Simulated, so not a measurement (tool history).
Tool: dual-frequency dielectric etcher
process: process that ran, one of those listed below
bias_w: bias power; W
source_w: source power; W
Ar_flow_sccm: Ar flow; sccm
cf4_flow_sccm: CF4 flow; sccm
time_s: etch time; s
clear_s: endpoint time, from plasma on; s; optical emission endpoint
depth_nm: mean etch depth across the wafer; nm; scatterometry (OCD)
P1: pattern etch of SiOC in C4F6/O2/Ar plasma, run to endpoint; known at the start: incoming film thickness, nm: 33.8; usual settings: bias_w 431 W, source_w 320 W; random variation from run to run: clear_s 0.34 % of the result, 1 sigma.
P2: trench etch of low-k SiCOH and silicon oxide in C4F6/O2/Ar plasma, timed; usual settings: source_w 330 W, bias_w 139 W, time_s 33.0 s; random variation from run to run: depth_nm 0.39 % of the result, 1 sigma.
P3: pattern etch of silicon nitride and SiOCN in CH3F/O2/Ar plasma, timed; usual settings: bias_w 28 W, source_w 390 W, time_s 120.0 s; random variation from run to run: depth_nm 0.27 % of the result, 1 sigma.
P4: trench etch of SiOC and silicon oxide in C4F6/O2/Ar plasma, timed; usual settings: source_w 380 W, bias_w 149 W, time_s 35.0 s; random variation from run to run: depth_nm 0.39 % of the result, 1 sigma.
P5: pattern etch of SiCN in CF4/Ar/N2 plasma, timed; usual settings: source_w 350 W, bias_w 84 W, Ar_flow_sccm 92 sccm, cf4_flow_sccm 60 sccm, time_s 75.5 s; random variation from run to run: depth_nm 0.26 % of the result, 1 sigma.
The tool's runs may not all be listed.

run	hour	process	bias_w	source_w	Ar_flow_sccm	cf4_flow_sccm	time_s	hours since the last wet clean	hours since the last bias power generator calibration	hours since the last source power generator calibration	clear_s	depth_nm
1	9.4	P1	431	320				469.7	1555.7	518.4	12.952	
2	17.9	P5	84	350	92	81	75.5	478.2	1564.2	526.9		56.949
3	25.7	P3	28	390			68.0	486.0	1572.0	534.7		10.086
4	33.7	P1	431	200				494.0	1580.0	542.7	15.386	
5	40.0	P1	271	210				500.3	1586.3	549.0	17.948	
6	46.9	P1	431	320				507.2	1593.2	555.9	12.963	
7	55.5	P1	431	320				515.8	1601.8	564.5	12.894	
8	67.3	P5	66	350	92	60	75.5	527.6	1613.6	576.3		50.049
9	77.8	P5	84	350	92	60	94.5	538.1	1624.1	586.8		68.260
10	87.8	P4	149	380			20.0	548.1	1634.1	596.8		35.575
11	99.3	P1	252	320				559.6	1645.6	608.3	15.545	
12	107.1	P4	112	380			35.0	567.4	1653.4	616.1		57.444
13	114.4	P3	28	390			120.0	574.7	1660.7	623.4		17.720
# hour 117.5: bias power generator calibrated
14	125.5	P5	84	450	92	60	75.5	585.8	8.1	634.5		68.208
15	137.0	P2	139	240			33.0	597.3	19.6	646.0		80.117
16	147.3	P3	28	500			120.0	607.6	29.9	656.3		19.520
17	154.9	P2	139	330			33.0	615.2	37.5	663.9		90.728
18	161.6	P4	149	380			35.0	621.9	44.2	670.6		62.550
19	171.9	P1	598	320				632.2	54.5	680.9	11.407	
20	177.8	P4	149	510			35.0	638.1	60.4	686.8		70.248
21	183.5	P3	36	390			120.0	643.8	66.1	692.5		20.021
22	195.4	P5	84	350	92	60	75.5	655.7	78.0	704.4		54.873
23	207.8	P2	139	330			33.0	668.1	90.4	716.8		90.901
24	219.7	P1	312	440				680.0	102.3	728.7	12.842	
25	228.8	P4	149	380			35.0	689.1	111.4	737.8		62.845
26	241.5	P1	431	320				701.8	124.1	750.5	12.933	
27	248.4	P2	139	330			18.0	708.7	131.0	757.4		49.942
28	257.3	P1	431	320				717.6	139.9	766.3	13.020	
29	267.3	P5	84	350	62	60	75.5	727.6	149.9	776.3		57.401
30	279.4	P5	84	350	92	60	75.5	739.7	162.0	788.4		54.671
31	286.6	P1	431	410				746.9	169.2	795.6	11.786	
32	297.7	P1	431	320				758.0	180.3	806.7	12.970	
33	310.4	P2	195	330			33.0	770.7	193.0	819.4		101.730
34	323.6	P1	431	320				783.9	206.2	832.6	12.966	
35	330.7	P1	431	320				791.0	213.3	839.7	12.849	
36	343.6	P1	431	320				803.9	226.2	852.6	12.846	
37	350.0	P1	431	320				810.3	232.6	859.0	12.755	
38	360.2	P1	431	320				820.5	242.8	869.2	12.808	
# hour 368.9: wet clean of the chamber
39	371.5	P1	431	320				2.6	254.1	880.5	12.671	
40	379.1	P1	431	320				10.2	261.7	888.1	12.687	
41	385.9	P1	431	320				17.0	268.5	894.9	12.696	
42	397.6	P1	431	320				28.7	280.2	906.6	12.750	
43	404.5	P1	431	320				35.6	287.1	913.5	12.735	

What P1 gives has crept away from where it was. These 2 causes fit the log equally well, each at the size given:
A: bias power that arrives over what is set, % = 4.66
B: source power that arrives over what is set, % = 4.67
The creep began at about hour 323.6.
Why every other cause is out:
chamber walls in a state that raises the etch rate, %: serviced at hour 368.9, which brought nothing back

4 check runs are offered, one wafer each, their results left as question marks. Which one tells the causes apart?
check 1	411.4	P2	139	330			33.0					?
check 2	411.4	P4	149	380			35.0					?
check 3	411.4	P5	84	350	92	60	75.5					?
check 4	411.4	P3	28	390			120.0					?

What each check would give under each cause:
check	result	if A	if B
check 1	depth_nm	92.160	92.543
check 2	depth_nm	63.505	63.761
check 3	depth_nm	55.540	56.833
check 4	depth_nm	18.187	18.083
How far apart the two closest causes lie, in the result that separates them most: check 1 0.41 %; check 2 0.4 %; check 3 2.3 %; check 4 0.57 %
Check 3 tells the causes apart: in the others they would give nearly the same result.

Check 3 was then run and gave: depth_nm 56.798 nm. Which cause is it?

It is B: source power that arrives over what is set, %.

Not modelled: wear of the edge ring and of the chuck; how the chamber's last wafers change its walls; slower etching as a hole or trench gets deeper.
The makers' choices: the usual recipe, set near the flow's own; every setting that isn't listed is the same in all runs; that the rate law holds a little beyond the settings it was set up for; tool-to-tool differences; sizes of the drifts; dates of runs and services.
